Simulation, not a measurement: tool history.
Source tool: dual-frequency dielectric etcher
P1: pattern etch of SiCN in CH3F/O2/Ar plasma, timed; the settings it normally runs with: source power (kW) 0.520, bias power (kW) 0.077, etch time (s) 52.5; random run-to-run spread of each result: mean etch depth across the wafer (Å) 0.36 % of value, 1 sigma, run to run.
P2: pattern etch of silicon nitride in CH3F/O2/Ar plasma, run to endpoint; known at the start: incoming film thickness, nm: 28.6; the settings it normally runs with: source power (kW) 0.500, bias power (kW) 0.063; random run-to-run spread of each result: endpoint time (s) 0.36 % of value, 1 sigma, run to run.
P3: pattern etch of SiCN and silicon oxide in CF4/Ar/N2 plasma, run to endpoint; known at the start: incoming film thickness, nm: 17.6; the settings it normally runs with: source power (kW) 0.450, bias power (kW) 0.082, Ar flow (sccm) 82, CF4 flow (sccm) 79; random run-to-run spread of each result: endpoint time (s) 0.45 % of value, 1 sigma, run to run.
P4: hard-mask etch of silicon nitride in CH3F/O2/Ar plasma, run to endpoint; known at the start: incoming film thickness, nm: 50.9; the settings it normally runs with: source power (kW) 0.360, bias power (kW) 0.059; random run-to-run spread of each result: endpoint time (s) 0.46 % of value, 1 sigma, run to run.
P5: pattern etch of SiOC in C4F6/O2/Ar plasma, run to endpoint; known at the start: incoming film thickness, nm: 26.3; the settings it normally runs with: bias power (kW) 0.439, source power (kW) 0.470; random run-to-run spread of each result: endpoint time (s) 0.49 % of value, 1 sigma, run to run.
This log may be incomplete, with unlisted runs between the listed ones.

| run | hour | process that ran | source power (kW) | bias power (kW) | etch time (s) | Ar flow (sccm) | CF4 flow (sccm) | hours since the last wet clean | hours since the last source power generator calibration | hours since the last bias power generator calibration | mean etch depth across the wafer (Å) | endpoint time (s) |
|---|---|---|---|---|---|---|---|---|---|---|---|---|
| 1 | 6.1 | P1 | 0.520 | 0.077 | 52.5 |  |  | 124.8 | 2354.9 | 240.9 | 222.86 |  |
| 2 | 10.4 | P1 | 0.520 | 0.077 | 33.0 |  |  | 129.1 | 2359.2 | 245.2 | 140.07 |  |
| 3 | 16.2 | P1 | 0.520 | 0.077 | 52.5 |  |  | 134.9 | 2365.0 | 251.0 | 221.18 |  |
| 4 | 20.4 | P1 | 0.630 | 0.077 | 29.0 |  |  | 139.1 | 2369.2 | 255.2 | 131.72 |  |
| 5 | 28.2 | P3 | 0.450 | 0.082 |  | 82 | 107 | 146.9 | 2377.0 | 263.0 |  | 18.5710 |
| 6 | 36.3 | P3 | 0.610 | 0.082 |  | 82 | 79 | 155.0 | 2385.1 | 271.1 |  | 14.7160 |
| 7 | 42.9 | P3 | 0.450 | 0.082 |  | 82 | 79 | 161.6 | 2391.7 | 277.7 |  | 19.2320 |
| 8 | 50.8 | P1 | 0.520 | 0.099 | 52.5 |  |  | 169.5 | 2399.6 | 285.6 | 244.30 |  |
| 9 | 58.3 | P4 | 0.360 | 0.059 |  |  |  | 177.0 | 2407.1 | 293.1 |  | 79.8440 |
| 10 | 66.7 | P2 | 0.500 | 0.075 |  |  |  | 185.4 | 2415.5 | 301.5 |  | 37.1380 |
| 11 | 72.7 | P5 | 0.470 | 0.439 |  |  |  | 191.4 | 2421.5 | 307.5 |  | 8.8666 |
| 12 | 79.7 | P3 | 0.450 | 0.114 |  | 82 | 79 | 198.4 | 2428.5 | 314.5 |  | 17.1270 |
| 13 | 85.5 | P5 | 0.380 | 0.439 |  |  |  | 204.2 | 2434.3 | 320.3 |  | 9.6834 |
| 14 | 92.9 | P1 | 0.520 | 0.077 | 65.5 |  |  | 211.6 | 2441.7 | 327.7 | 279.22 |  |
| 15 | 97.1 | P4 | 0.280 | 0.059 |  |  |  | 215.8 | 2445.9 | 331.9 |  | 88.0370 |
| 16 | 101.3 | P1 | 0.370 | 0.077 | 52.5 |  |  | 220.0 | 2450.1 | 336.1 | 194.36 |  |
| 17 | 107.7 | P2 | 0.500 | 0.063 |  |  |  | 226.4 | 2456.5 | 342.5 |  | 39.2950 |
| 18 | 116.5 | P2 | 0.650 | 0.063 |  |  |  | 235.2 | 2465.3 | 351.3 |  | 35.5420 |
| 19 | 123.3 | P1 | 0.520 | 0.077 | 52.5 |  |  | 242.0 | 2472.1 | 358.1 | 221.36 |  |
| 20 | 128.5 | P4 | 0.360 | 0.034 |  |  |  | 247.2 | 2477.3 | 363.3 |  | 95.8060 |
| 21 | 134.4 | P1 | 0.520 | 0.077 | 52.5 |  |  | 253.1 | 2483.2 | 369.2 | 222.62 |  |
|  | 136.2 | bias power generator calibrated |
| 22 | 141.9 | P5 | 0.470 | 0.439 |  |  |  | 260.6 | 2490.7 | 5.7 |  | 8.9984 |
| 23 | 146.5 | P5 | 0.470 | 0.290 |  |  |  | 265.2 | 2495.3 | 10.3 |  | 10.3950 |
| 24 | 152.4 | P1 | 0.720 | 0.077 | 52.5 |  |  | 271.1 | 2501.2 | 16.2 | 251.95 |  |
| 25 | 157.1 | P1 | 0.520 | 0.058 | 52.5 |  |  | 275.8 | 2505.9 | 20.9 | 201.72 |  |
| 26 | 161.8 | P1 | 0.520 | 0.052 | 33.5 |  |  | 280.5 | 2510.6 | 25.6 | 124.01 |  |
| 27 | 166.2 | P3 | 0.450 | 0.082 |  | 51 | 79 | 284.9 | 2515.0 | 30.0 |  | 18.1210 |
| 28 | 170.5 | P1 | 0.520 | 0.077 | 52.5 |  |  | 289.2 | 2519.3 | 34.3 | 223.27 |  |
| 29 | 175.7 | P1 | 0.520 | 0.077 | 52.5 |  |  | 294.4 | 2524.5 | 39.5 | 221.49 |  |
| 30 | 182.4 | P1 | 0.520 | 0.077 | 52.5 |  |  | 301.1 | 2531.2 | 46.2 | 220.20 |  |
| 31 | 190.3 | P1 | 0.520 | 0.077 | 52.5 |  |  | 309.0 | 2539.1 | 54.1 | 219.66 |  |
| 32 | 196.4 | P1 | 0.520 | 0.077 | 52.5 |  |  | 315.1 | 2545.2 | 60.2 | 219.77 |  |
| 33 | 204.0 | P1 | 0.520 | 0.077 | 52.5 |  |  | 322.7 | 2552.8 | 67.8 | 219.22 |  |
|  | 207.5 | wet clean of the chamber |
| 34 | 210.1 | P1 | 0.520 | 0.077 | 52.5 |  |  | 2.7 | 2558.9 | 73.9 | 218.57 |  |
| 35 | 214.8 | P1 | 0.520 | 0.077 | 52.5 |  |  | 7.4 | 2563.6 | 78.6 | 217.59 |  |
| 36 | 222.2 | P1 | 0.520 | 0.077 | 52.5 |  |  | 14.8 | 2571.0 | 86.0 | 218.16 |  |

P1 no longer gives what it gave before; its output has crept away from where it was. The following 2 causes, each at its listed size, fit the log equally well:
A: bias power that arrives under what is set, % = 4.98
B: source power that arrives under what is set, % = 4.64
At approximately hour 170.5, the process output began to creep.
All other causes, with the reason each is excluded:
chamber walls in a state that lowers the etch rate, %: serviced at hour 207.5, which brought nothing back

Of the 4 check runs below, each run on 2 wafers with the results averaged and each result still a question mark, which one would tell the listed causes apart?
| check 1 | 229.6 | P2 | 0.500 | 0.063 |  |  |  |  |  |  |  | ? |
| check 2 | 229.6 | P4 | 0.360 | 0.059 |  |  |  |  |  |  |  | ? |
| check 3 | 229.6 | P3 | 0.450 | 0.082 |  | 82 | 79 |  |  |  |  | ? |
| check 4 | 229.6 | P5 | 0.470 | 0.439 |  |  |  |  |  |  |  | ? |

Predicted outcomes, by check and by cause:
| check | result | if A | if B |
|---|---|---|---|
| check 1 | endpoint time (s) | 39.9680 | 40.0370 |
| check 2 | endpoint time (s) | 81.9240 | 82.0450 |
| check 3 | endpoint time (s) | 19.5940 | 20.0930 |
| check 4 | endpoint time (s) | 9.1060 | 9.0987 |
How far apart the two closest causes lie, in the result that separates them most: check 1 0.17 %; check 2 0.15 %; check 3 2.52 %; check 4 0.08 %
Only check 3 tells the causes apart: in the others they would give nearly the same result.

Running check 3 produced the following: endpoint time (s) 20.0870. Which one of the listed causes fits?

The correct cause is B, namely: source power that arrives under what is set, %.
